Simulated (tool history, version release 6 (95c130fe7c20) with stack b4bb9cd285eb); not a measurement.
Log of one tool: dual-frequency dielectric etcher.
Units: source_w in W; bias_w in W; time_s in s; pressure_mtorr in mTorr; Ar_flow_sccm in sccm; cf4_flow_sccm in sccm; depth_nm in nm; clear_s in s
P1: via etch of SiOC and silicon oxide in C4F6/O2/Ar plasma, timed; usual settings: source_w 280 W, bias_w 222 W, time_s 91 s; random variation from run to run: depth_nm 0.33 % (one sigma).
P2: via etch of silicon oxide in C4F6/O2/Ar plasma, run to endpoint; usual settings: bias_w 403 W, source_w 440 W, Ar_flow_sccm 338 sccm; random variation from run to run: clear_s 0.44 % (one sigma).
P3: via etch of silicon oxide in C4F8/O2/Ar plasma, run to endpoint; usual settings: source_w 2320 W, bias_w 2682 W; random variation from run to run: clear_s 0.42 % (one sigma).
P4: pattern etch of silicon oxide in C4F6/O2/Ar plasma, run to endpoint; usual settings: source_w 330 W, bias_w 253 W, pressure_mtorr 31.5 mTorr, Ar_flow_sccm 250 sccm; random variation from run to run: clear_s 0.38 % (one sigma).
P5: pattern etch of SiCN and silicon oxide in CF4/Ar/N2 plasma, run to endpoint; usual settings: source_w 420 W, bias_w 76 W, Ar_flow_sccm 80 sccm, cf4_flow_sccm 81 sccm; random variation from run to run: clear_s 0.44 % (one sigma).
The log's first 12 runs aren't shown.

run 13 hour=147.3 | process=P1 source_w=390 bias_w=222 time_s=91 | depth_nm=111.320
run 14 hour=157.8 | process=P2 source_w=440 bias_w=403 Ar_flow_sccm=338 | clear_s=26.716
run 15 hour=166.5 | process=P1 source_w=280 bias_w=222 time_s=91 | depth_nm=97.794
run 16 hour=181.8 | process=P1 source_w=280 bias_w=165 time_s=128 | depth_nm=124.080
run 17 hour=197.4 | process=P1 source_w=280 bias_w=156 time_s=91 | depth_nm=87.290
run 18 hour=210.9 | process=P5 source_w=420 bias_w=76 Ar_flow_sccm=80 cf4_flow_sccm=81 | clear_s=20.151
run 19 hour=221.5 | process=P1 source_w=280 bias_w=222 time_s=59 | depth_nm=63.628
run 20 hour=234.7 | process=P5 source_w=420 bias_w=94 Ar_flow_sccm=80 cf4_flow_sccm=81 | clear_s=18.644
run 21 hour=243.6 | process=P2 source_w=440 bias_w=403 Ar_flow_sccm=449 | clear_s=27.587
run 22 hour=253.3 | process=P1 source_w=280 bias_w=283 time_s=91 | depth_nm=106.970
run 23 hour=264.3 | process=P1 source_w=280 bias_w=181 time_s=71 | depth_nm=71.891
run 24 hour=274.2 | process=P1 source_w=280 bias_w=222 time_s=91 | depth_nm=98.198

The next listed run, before its measurement:
run 25 hour=289.9 | process=P4 source_w=330 bias_w=148 pressure_mtorr=31.5 Ar_flow_sccm=250 | clear_s=?

Run 25 gave clear_s 13.651 s.
